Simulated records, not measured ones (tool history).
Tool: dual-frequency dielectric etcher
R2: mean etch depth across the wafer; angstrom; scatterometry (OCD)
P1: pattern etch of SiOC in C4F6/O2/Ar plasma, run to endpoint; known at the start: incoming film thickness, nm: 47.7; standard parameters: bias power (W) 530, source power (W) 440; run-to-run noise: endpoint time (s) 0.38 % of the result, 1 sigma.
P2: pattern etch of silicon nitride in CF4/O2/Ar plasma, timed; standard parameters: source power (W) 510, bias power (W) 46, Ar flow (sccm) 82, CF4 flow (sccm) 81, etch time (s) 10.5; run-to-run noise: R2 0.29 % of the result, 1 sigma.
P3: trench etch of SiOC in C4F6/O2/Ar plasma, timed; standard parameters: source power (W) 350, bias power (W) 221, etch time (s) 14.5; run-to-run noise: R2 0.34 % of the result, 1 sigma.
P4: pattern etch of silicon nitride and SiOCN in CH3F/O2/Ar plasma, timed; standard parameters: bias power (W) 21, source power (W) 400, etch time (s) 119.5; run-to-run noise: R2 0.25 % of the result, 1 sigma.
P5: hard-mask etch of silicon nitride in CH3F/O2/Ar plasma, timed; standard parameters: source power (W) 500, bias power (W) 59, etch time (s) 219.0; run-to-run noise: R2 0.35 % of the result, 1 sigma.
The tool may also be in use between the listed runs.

Run 1, hour 6.1: process that ran P1, bias power (W) 530, source power (W) 440. Result: endpoint time (s) 14.904.
Run 2, hour 13.1: process that ran P3, bias power (W) 221, source power (W) 350, etch time (s) 14.5. Result: R2 306.530 angstrom.
Run 3, hour 17.4: process that ran P1, bias power (W) 530, source power (W) 440. Result: endpoint time (s) 14.981.
Run 4, hour 24.1: process that ran P5, bias power (W) 40, source power (W) 500, etch time (s) 219.0. Result: R2 1425.300 angstrom.
Run 5, hour 30.9: process that ran P5, bias power (W) 59, source power (W) 500, etch time (s) 299.0. Result: R2 2185.900 angstrom.
Run 6, hour 38.1: process that ran P4, bias power (W) 13, source power (W) 400, etch time (s) 119.5. Result: R2 127.250 angstrom.
Run 7, hour 44.9: process that ran P1, bias power (W) 358, source power (W) 270. Result: endpoint time (s) 20.887.
Run 8, hour 48.6: process that ran P1, bias power (W) 530, source power (W) 440. Result: endpoint time (s) 14.866.
Run 9, hour 54.6: process that ran P1, bias power (W) 530, source power (W) 440. Result: endpoint time (s) 14.935.
Run 10, hour 61.8: process that ran P5, bias power (W) 59, source power (W) 500, etch time (s) 219.0. Result: R2 1596.400 angstrom.
Run 11, hour 67.7: process that ran P2, bias power (W) 46, source power (W) 510, etch time (s) 15.0, Ar flow (sccm) 82, CF4 flow (sccm) 81. Result: R2 280.980 angstrom.
Run 12, hour 73.1: process that ran P2, bias power (W) 46, source power (W) 510, etch time (s) 10.5, Ar flow (sccm) 111, CF4 flow (sccm) 81. Result: R2 188.740 angstrom.
Run 13, hour 78.6: process that ran P3, bias power (W) 138, source power (W) 350, etch time (s) 14.5. Result: R2 265.760 angstrom.
At hour 82.5: source power generator calibrated.
Run 14, hour 84.5: process that ran P4, bias power (W) 21, source power (W) 480, etch time (s) 119.5. Result: R2 164.300 angstrom.
Run 15, hour 90.0: process that ran P2, bias power (W) 46, source power (W) 510, etch time (s) 10.5, Ar flow (sccm) 82, CF4 flow (sccm) 81. Result: R2 197.010 angstrom.
Run 16, hour 93.4: process that ran P3, bias power (W) 221, source power (W) 200, etch time (s) 14.5. Result: R2 249.020 angstrom.
Run 17, hour 96.7: process that ran P2, bias power (W) 46, source power (W) 510, etch time (s) 10.5, Ar flow (sccm) 82, CF4 flow (sccm) 98. Result: R2 201.420 angstrom.
Run 18, hour 103.7: process that ran P5, bias power (W) 59, source power (W) 640, etch time (s) 219.0. Result: R2 1767.500 angstrom.
Run 19, hour 110.1: process that ran P4, bias power (W) 21, source power (W) 400, etch time (s) 119.5. Result: R2 154.770 angstrom.
Run 20, hour 115.5: process that ran P2, bias power (W) 46, source power (W) 320, etch time (s) 10.5, Ar flow (sccm) 82, CF4 flow (sccm) 81. Result: R2 131.560 angstrom.
Run 21, hour 119.7: process that ran P1, bias power (W) 345, source power (W) 580. Result: endpoint time (s) 15.714.
Run 22, hour 123.4: process that ran P1, bias power (W) 530, source power (W) 270. Result: endpoint time (s) 17.811.
Run 23, hour 128.4: process that ran P1, bias power (W) 530, source power (W) 520. Result: endpoint time (s) 14.016.
Run 24, hour 132.8: process that ran P1, bias power (W) 671, source power (W) 440. Result: endpoint time (s) 13.711.
Run 25, hour 136.4: process that ran P1, bias power (W) 530, source power (W) 440. Result: endpoint time (s) 14.945.
Run 26, hour 142.4: process that ran P1, bias power (W) 352, source power (W) 440. Result: endpoint time (s) 17.224.
At hour 144.7: wet clean of the chamber.
Run 27, hour 149.5: process that ran P5, bias power (W) 59, source power (W) 500, etch time (s) 219.0. Result: R2 1596.700 angstrom.
Run 28, hour 153.1: process that ran P2, bias power (W) 59, source power (W) 510, etch time (s) 10.5, Ar flow (sccm) 82, CF4 flow (sccm) 81. Result: R2 215.970 angstrom.
Run 29, hour 158.1: process that ran P2, bias power (W) 46, source power (W) 510, etch time (s) 10.5, Ar flow (sccm) 82, CF4 flow (sccm) 81. Result: R2 196.720 angstrom.
Run 30, hour 161.6: process that ran P4, bias power (W) 21, source power (W) 400, etch time (s) 65.5. Result: R2 84.879 angstrom.
Run 31, hour 165.6: process that ran P4, bias power (W) 21, source power (W) 400, etch time (s) 119.5. Result: R2 154.820 angstrom.
Run 32, hour 170.3: process that ran P3, bias power (W) 221, source power (W) 350, etch time (s) 8.0. Result: R2 170.290 angstrom.
Run 33, hour 174.5: process that ran P1, bias power (W) 530, source power (W) 440. Result: endpoint time (s) 14.898.
Run 34, hour 178.3: process that ran P1, bias power (W) 530, source power (W) 440. Result: endpoint time (s) 15.079.
Run 35, hour 185.2: process that ran P1, bias power (W) 530, source power (W) 440. Result: endpoint time (s) 15.104.
Run 36, hour 191.8: process that ran P1, bias power (W) 530, source power (W) 440. Result: endpoint time (s) 15.207.
At hour 196.3: wet clean of the chamber.
Run 37, hour 197.9: process that ran P1, bias power (W) 530, source power (W) 440. Result: endpoint time (s) 15.280.
Run 38, hour 204.2: process that ran P1, bias power (W) 530, source power (W) 440. Result: endpoint time (s) 15.273.
Run 39, hour 207.4: process that ran P1, bias power (W) 530, source power (W) 440. Result: endpoint time (s) 15.233.

Something has made what P1 gives creep away from where it was; the 2 causes below, each at its own stated size, fit the log equally well:
A: bias power that arrives under what is set, % = 4.93
B: source power that arrives under what is set, % = 4.99
Creep in the process output first set in at about hour 174.5.
What rules out each remaining cause:
chamber walls in a state that lowers the etch rate, %: serviced after onset, at hour 196.3, with no recovery of the prior output

The check runs listed below each take one wafer, and their results are still question marks. Under which run would the listed causes lead to clearly different results?
Run check 1, hour 210.6: process that ran P3, bias power (W) 145, source power (W) 230, etch time (s) 14.5. Result: R2 ?.
Run check 2, hour 210.6: process that ran P2, bias power (W) 46, source power (W) 430, etch time (s) 10.5, Ar flow (sccm) 82, CF4 flow (sccm) 81. Result: R2 ?.
Run check 3, hour 210.6: process that ran P5, bias power (W) 59, source power (W) 600, etch time (s) 288.0. Result: R2 ?.
Run check 4, hour 210.6: process that ran P4, bias power (W) 13, source power (W) 400, etch time (s) 119.5. Result: R2 ?.

Check results expected under each cause:
  check  result      if A      if B
check 1      R2   224.390   223.470
check 2      R2   166.070   161.830
check 3      R2  2223.100  2214.100
check 4      R2   124.540   124.640
Per-check spread between the two closest causes, in the result where they differ most: check 1 0.41 %; check 2 2.59 %; check 3 0.4 %; check 4 0.08 %
Check 2 tells the causes apart: in the others they would give nearly the same result.

Here is what check 2 returned: R2 162.140 angstrom. Which cause is it?

It is B: source power that arrives under what is set, %.
